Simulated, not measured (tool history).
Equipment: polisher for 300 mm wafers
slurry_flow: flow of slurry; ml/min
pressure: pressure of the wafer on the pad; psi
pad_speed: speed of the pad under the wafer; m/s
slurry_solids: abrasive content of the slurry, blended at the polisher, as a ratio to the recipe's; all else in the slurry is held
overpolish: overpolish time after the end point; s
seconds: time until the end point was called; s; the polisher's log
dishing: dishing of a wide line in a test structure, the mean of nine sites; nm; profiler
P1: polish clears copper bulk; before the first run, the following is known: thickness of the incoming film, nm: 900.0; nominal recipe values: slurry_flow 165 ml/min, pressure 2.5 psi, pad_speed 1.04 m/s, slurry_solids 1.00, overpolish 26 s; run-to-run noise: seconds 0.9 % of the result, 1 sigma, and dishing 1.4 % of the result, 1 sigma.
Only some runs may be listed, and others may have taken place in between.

| run | hour | slurry_flow | pressure | pad_speed | slurry_solids | overpolish | wafers polished on this pad | hours since the slurry nozzle was cleaned | hours since the head pressure was calibrated | hours since the slurry blender was calibrated | seconds | dishing |
|---|---|---|---|---|---|---|---|---|---|---|---|---|
| 1 | 8.7 | 165 | 2.5 | 1.04 | 1.00 | 26 | 689 | 66.8 | 598.2 | 52.6 | 116.950 | 45.608 |
| 2 | 21.4 | 165 | 2.5 | 1.04 | 1.00 | 26 | 797 | 79.5 | 610.9 | 65.3 | 116.660 | 46.929 |
| 3 | 30.9 | 165 | 2.5 | 0.46 | 1.00 | 26 | 878 | 89.0 | 620.4 | 74.8 | 263.780 | 38.565 |
| 4 | 46.5 | 165 | 2.5 | 1.04 | 1.00 | 40 | 1011 | 104.6 | 636.0 | 90.4 | 117.700 | 48.506 |
| 5 | 57.1 | 165 | 2.5 | 1.54 | 1.00 | 26 | 1101 | 115.2 | 646.6 | 101.0 | 79.554 | 47.881 |
| 6 | 68.4 | 165 | 2.5 | 1.04 | 0.70 | 26 | 1198 | 126.5 | 657.9 | 112.3 | 125.920 | 45.912 |
| 7 | 77.5 | 165 | 2.5 | 1.04 | 1.00 | 8 | 1275 | 135.6 | 667.0 | 121.4 | 117.090 | 31.053 |
|  | 88.5 | slurry blender recalibrated |
| 8 | 92.3 | 255 | 2.5 | 1.04 | 1.00 | 26 | 1401 | 150.4 | 681.8 | 3.9 | 110.890 | 46.474 |
| 9 | 99.7 | 165 | 3.8 | 1.04 | 1.00 | 26 | 1464 | 157.8 | 689.2 | 11.3 | 77.775 | 48.703 |
| 10 | 111.5 | 165 | 2.5 | 1.04 | 1.00 | 26 | 1565 | 169.6 | 701.0 | 23.1 | 117.000 | 46.763 |
| 11 | 119.0 | 165 | 2.5 | 1.04 | 1.35 | 26 | 1629 | 177.1 | 708.5 | 30.6 | 108.800 | 46.334 |
| 12 | 130.5 | 165 | 2.5 | 0.64 | 0.75 | 26 | 1727 | 188.6 | 720.0 | 42.1 | 201.080 | 41.487 |
| 13 | 145.8 | 165 | 2.5 | 1.04 | 1.00 | 26 | 1857 | 203.9 | 735.3 | 57.4 | 117.050 | 46.112 |
| 14 | 154.8 | 100 | 2.5 | 1.04 | 1.00 | 26 | 1934 | 212.9 | 744.3 | 66.4 | 127.710 | 46.795 |
| 15 | 165.2 | 165 | 1.1 | 1.04 | 1.00 | 26 | 2022 | 223.3 | 754.7 | 76.8 | 269.180 | 34.517 |
| 16 | 176.8 | 165 | 2.5 | 1.04 | 1.00 | 26 | 2121 | 234.9 | 766.3 | 88.4 | 116.460 | 46.104 |
| 17 | 190.5 | 165 | 2.5 | 1.04 | 1.00 | 26 | 2238 | 248.6 | 780.0 | 102.1 | 120.950 | 47.023 |
| 18 | 200.6 | 165 | 2.5 | 1.04 | 1.00 | 26 | 2324 | 258.7 | 790.1 | 112.2 | 124.270 | 46.918 |
| 19 | 215.0 | 165 | 2.5 | 1.04 | 1.00 | 26 | 2447 | 273.1 | 804.5 | 126.6 | 125.020 | 45.944 |
| 20 | 222.0 | 165 | 2.5 | 1.04 | 1.00 | 26 | 2506 | 280.1 | 811.5 | 133.6 | 128.550 | 46.187 |
| 21 | 230.3 | 165 | 2.5 | 1.04 | 1.00 | 26 | 2577 | 288.4 | 819.8 | 141.9 | 127.320 | 45.645 |
|  | 231.1 | slurry blender recalibrated |
|  | 245.1 | head pressure recalibrated |
| 22 | 246.5 | 165 | 2.5 | 1.04 | 1.00 | 26 | 2715 | 304.6 | 1.5 | 15.4 | 126.500 | 46.288 |
| 23 | 256.8 | 165 | 2.5 | 1.04 | 1.00 | 26 | 2803 | 314.9 | 11.8 | 25.7 | 126.810 | 45.866 |
| 24 | 267.9 | 165 | 2.5 | 1.04 | 1.00 | 26 | 2897 | 326.0 | 22.9 | 36.8 | 129.560 | 46.675 |
| 25 | 280.0 | 165 | 2.5 | 1.04 | 1.00 | 26 | 3000 | 338.1 | 35.0 | 48.9 | 129.000 | 45.898 |

The output of P1 has drifted from where it used to be. Each of the 2 causes below, taken at the size shown beside it, accounts for the log equally well:
A: removal rate lost through wear of the pad, % = 8.75
B: slurry flow missing at the pad, % = 37.1
At approximately hour 176.8, the process output began to creep.
Other possible causes, and why each is ruled out:
head's pressure below its setpoint, %: serviced at hour 245.1, after the change had begun; the process did not return to its earlier output
abrasive missing from the slurry, %: serviced at hour 231.1, after the change had begun; the process did not return to its earlier output

You are offered 4 check runs, listed below with question marks in place of their results; each one averages 2 wafers. Which run separates the listed causes by giving clearly different results for each?
| check 1 | 292.1 | 165 | 1.1 | 0.62 | 1.00 | 26 |  |  |  |  | ? | ? |
| check 2 | 292.1 | 165 | 3.7 | 1.04 | 1.00 | 26 |  |  |  |  | ? | ? |
| check 3 | 292.1 | 165 | 2.5 | 1.44 | 1.30 | 26 |  |  |  |  | ? | ? |
| check 4 | 292.1 | 100 | 2.5 | 1.04 | 0.75 | 26 |  |  |  |  | ? | ? |

If the cause were each of the candidates in turn, the checks would give the following:
| check | result | if A | if B |
|---|---|---|---|
| check 1 | seconds | 489.650 | 489.570 |
| check 1 | dishing | 25.874 | 25.876 |
| check 2 | seconds | 86.783 | 86.770 |
| check 2 | dishing | 49.172 | 49.172 |
| check 3 | seconds | 87.614 | 87.600 |
| check 3 | dishing | 47.453 | 47.453 |
| check 4 | seconds | 150.890 | 158.680 |
| check 4 | dishing | 44.707 | 44.252 |
Gap, in per cent, between the two causes that each check separates least, read from the result that separates them most: check 1 0.02 %; check 2 0.02 %; check 3 0.02 %; check 4 5.04 %
Check 4 is the one run that separates the causes; every other check would come out nearly the same whichever cause is at work.

Then check 4 was run and gave: seconds 151.280 s; dishing 44.759 nm. Which cause is it?

Of the candidate causes, it is A: removal rate lost through wear of the pad, %.

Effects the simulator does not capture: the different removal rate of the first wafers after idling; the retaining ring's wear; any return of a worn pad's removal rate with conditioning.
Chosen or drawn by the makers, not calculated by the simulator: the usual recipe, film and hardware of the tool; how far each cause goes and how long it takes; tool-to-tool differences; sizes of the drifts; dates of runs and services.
